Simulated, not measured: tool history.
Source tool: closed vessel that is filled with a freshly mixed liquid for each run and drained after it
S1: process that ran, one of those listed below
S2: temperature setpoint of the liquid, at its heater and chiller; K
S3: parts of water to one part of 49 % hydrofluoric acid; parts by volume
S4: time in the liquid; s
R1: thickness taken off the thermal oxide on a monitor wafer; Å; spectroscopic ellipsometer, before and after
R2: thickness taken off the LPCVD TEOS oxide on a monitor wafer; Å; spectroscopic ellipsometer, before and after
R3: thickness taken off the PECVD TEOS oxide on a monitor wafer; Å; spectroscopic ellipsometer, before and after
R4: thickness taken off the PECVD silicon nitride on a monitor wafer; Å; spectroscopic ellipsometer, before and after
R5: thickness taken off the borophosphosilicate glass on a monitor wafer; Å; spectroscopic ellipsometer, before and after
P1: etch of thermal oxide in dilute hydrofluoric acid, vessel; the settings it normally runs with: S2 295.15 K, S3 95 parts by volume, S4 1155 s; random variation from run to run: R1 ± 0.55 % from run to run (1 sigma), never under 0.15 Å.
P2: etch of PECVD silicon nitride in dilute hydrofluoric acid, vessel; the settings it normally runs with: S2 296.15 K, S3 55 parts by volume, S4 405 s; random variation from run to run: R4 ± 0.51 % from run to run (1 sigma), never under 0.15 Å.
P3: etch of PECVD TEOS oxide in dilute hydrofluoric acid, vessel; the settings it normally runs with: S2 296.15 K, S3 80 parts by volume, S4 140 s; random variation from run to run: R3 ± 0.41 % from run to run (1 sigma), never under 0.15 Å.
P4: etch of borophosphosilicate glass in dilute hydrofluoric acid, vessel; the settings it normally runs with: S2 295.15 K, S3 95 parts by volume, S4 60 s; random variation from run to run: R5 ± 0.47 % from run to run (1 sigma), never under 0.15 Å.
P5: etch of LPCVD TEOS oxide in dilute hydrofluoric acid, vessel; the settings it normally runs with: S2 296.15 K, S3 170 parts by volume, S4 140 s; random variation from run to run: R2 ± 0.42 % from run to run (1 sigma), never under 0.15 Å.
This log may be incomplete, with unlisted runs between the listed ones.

Run 1, hour 3.6: S1 P1, S2 295.15 K, S3 95 parts by volume, S4 1155 s. Result: R1 541.61 Å.
Run 2, hour 9.2: S1 P5, S2 296.15 K, S3 170 parts by volume, S4 140 s. Result: R2 144.55 Å.
Run 3, hour 14.1: S1 P3, S2 304.15 K, S3 80 parts by volume, S4 140 s. Result: R3 596.46 Å.
Run 4, hour 17.4: S1 P3, S2 296.15 K, S3 80 parts by volume, S4 140 s. Result: R3 438.24 Å.
Run 5, hour 24: S1 P1, S2 295.15 K, S3 160 parts by volume, S4 490 s. Result: R1 125.75 Å.
Run 6, hour 27.1: S1 P1, S2 295.15 K, S3 40 parts by volume, S4 1155 s. Result: R1 1383.7 Å.
Run 7, hour 32.2: S1 P5, S2 296.15 K, S3 260 parts by volume, S4 140 s. Result: R2 86.386 Å.
Run 8, hour 35.5: S1 P1, S2 295.15 K, S3 95 parts by volume, S4 1155 s. Result: R1 546.88 Å.
Run 9, hour 39.8: S1 P3, S2 296.15 K, S3 80 parts by volume, S4 140 s. Result: R3 432.77 Å.
Run 10, hour 43.6: S1 P5, S2 290.15 K, S3 170 parts by volume, S4 140 s. Result: R2 115.27 Å.
Run 11, hour 49.2: S1 P2, S2 296.15 K, S3 55 parts by volume, S4 790 s. Result: R4 389.15 Å.
Run 12, hour 54.5: S1 P1, S2 291.15 K, S3 95 parts by volume, S4 1155 s. Result: R1 454.25 Å.
Run 13, hour 60.1: S1 P4, S2 295.15 K, S3 95 parts by volume, S4 115 s. Result: R5 362.88 Å.
Run 14, hour 66.4: S1 P1, S2 295.15 K, S3 95 parts by volume, S4 1155 s. Result: R1 544.43 Å.
Run 15, hour 72.2: S1 P2, S2 291.65 K, S3 55 parts by volume, S4 405 s. Result: R4 146.67 Å.
Run 16, hour 76.8: S1 P3, S2 296.15 K, S3 125 parts by volume, S4 140 s. Result: R3 263.45 Å.
Run 17, hour 83.7: S1 P4, S2 301.65 K, S3 95 parts by volume, S4 60 s. Result: R5 243.13 Å.
Run 18, hour 90: S1 P1, S2 295.15 K, S3 95 parts by volume, S4 2065 s. Result: R1 968.8 Å.
Run 19, hour 94.2: S1 P1, S2 301.65 K, S3 95 parts by volume, S4 1155 s. Result: R1 690.47 Å.
Run 20, hour 100.1: S1 P1, S2 295.15 K, S3 95 parts by volume, S4 535 s. Result: R1 250.15 Å.
Run 21, hour 104.5: S1 P1, S2 295.15 K, S3 95 parts by volume, S4 1155 s. Result: R1 540.22 Å.
Run 22, hour 109.7: S1 P3, S2 296.15 K, S3 80 parts by volume, S4 265 s. Result: R3 824.79 Å.
Run 23, hour 115.8: S1 P5, S2 296.15 K, S3 170 parts by volume, S4 280 s. Result: R2 290.8 Å.
Run 24, hour 119.4: S1 P4, S2 295.15 K, S3 35 parts by volume, S4 60 s. Result: R5 550.06 Å.
Run 25, hour 124.5: S1 P1, S2 295.15 K, S3 95 parts by volume, S4 1155 s. Result: R1 542.64 Å.
Run 26, hour 127.6: S1 P1, S2 295.15 K, S3 95 parts by volume, S4 1155 s. Result: R1 538.35 Å.
Run 27, hour 130.9: S1 P2, S2 296.15 K, S3 55 parts by volume, S4 405 s. Result: R4 200.86 Å.
Run 28, hour 135.9: S1 P2, S2 296.15 K, S3 75 parts by volume, S4 405 s. Result: R4 147.6 Å.
Run 29, hour 139.7: S1 P4, S2 295.15 K, S3 95 parts by volume, S4 60 s. Result: R5 187.66 Å.
Run 30, hour 142.8: S1 P5, S2 296.15 K, S3 170 parts by volume, S4 140 s. Result: R2 144.93 Å.
Run 31, hour 146.2: S1 P1, S2 295.15 K, S3 140 parts by volume, S4 1155 s. Result: R1 350.21 Å.
Run 32, hour 152.1: S1 P4, S2 295.15 K, S3 95 parts by volume, S4 60 s. Result: R5 188.51 Å.
Run 33, hour 156: S1 P1, S2 295.15 K, S3 95 parts by volume, S4 1155 s. Result: R1 542.4 Å.
Run 34, hour 161.7: S1 P1, S2 295.15 K, S3 95 parts by volume, S4 1155 s. Result: R1 526.38 Å.
Run 35, hour 166.9: S1 P1, S2 295.15 K, S3 95 parts by volume, S4 1155 s. Result: R1 517.07 Å.
Run 36, hour 173.2: S1 P1, S2 295.15 K, S3 95 parts by volume, S4 1155 s. Result: R1 513.63 Å.
Run 37, hour 178.1: S1 P1, S2 295.15 K, S3 95 parts by volume, S4 1155 s. Result: R1 510.13 Å.
Run 38, hour 183.3: S1 P1, S2 295.15 K, S3 95 parts by volume, S4 1155 s. Result: R1 504.76 Å.
Run 39, hour 189.1: S1 P1, S2 295.15 K, S3 95 parts by volume, S4 1155 s. Result: R1 500.72 Å.
Run 40, hour 195.2: S1 P1, S2 295.15 K, S3 95 parts by volume, S4 1155 s. Result: R1 501.73 Å.
Run 41, hour 200.7: S1 P1, S2 295.15 K, S3 95 parts by volume, S4 1155 s. Result: R1 499.66 Å.
Run 42, hour 204: S1 P1, S2 295.15 K, S3 95 parts by volume, S4 1155 s. Result: R1 499.53 Å.
Run 43, hour 209.7: S1 P1, S2 295.15 K, S3 95 parts by volume, S4 1155 s. Result: R1 500.95 Å.
Run 44, hour 214.8: S1 P1, S2 295.15 K, S3 95 parts by volume, S4 1155 s. Result: R1 496.9 Å.

The log shows P1 creeping away from where it was. Any of the 2 causes listed here, at the size stated for it, fits the log just as well as the others:
A: liquid colder than its thermometer reads (K) = 1.95
B: hydrofluoric acid flow below the setpoint (%) = 6.88
The process output started creeping at around hour 156.

Listed below are the offered check runs, one wafer per run, with question marks in place of results. For which of them would the causes give clearly different outcomes?
Run check 1, hour 219.9: S1 P5, S2 290.15 K, S3 170 parts by volume, S4 210 s. Result: R2 ?.
Run check 2, hour 219.9: S1 P2, S2 296.15 K, S3 55 parts by volume, S4 670 s. Result: R4 ?.
Run check 3, hour 219.9: S1 P3, S2 296.15 K, S3 105 parts by volume, S4 240 s. Result: R3 ?.
Run check 4, hour 219.9: S1 P4, S2 295.15 K, S3 40 parts by volume, S4 100 s. Result: R5 ?.

Outcome of each check run for each possible cause:
  check  result    if A    if B
check 1      R2  159.53  159.01
check 2      R4  291.17  310.23
check 3      R3  509.34  508.26
check 4      R5  734.79   740.4
How far apart the two closest causes lie, in the result that separates them most: check 1 0.32 %; check 2 6.34 %; check 3 0.21 %; check 4 0.76 %
Check 2 tells the causes apart: in the others they would give nearly the same result.

Check 2 was carried out, with these results: R4 311.02 Å. Which of the listed causes is responsible?

B is the cause: hydrofluoric acid flow below the setpoint (%).

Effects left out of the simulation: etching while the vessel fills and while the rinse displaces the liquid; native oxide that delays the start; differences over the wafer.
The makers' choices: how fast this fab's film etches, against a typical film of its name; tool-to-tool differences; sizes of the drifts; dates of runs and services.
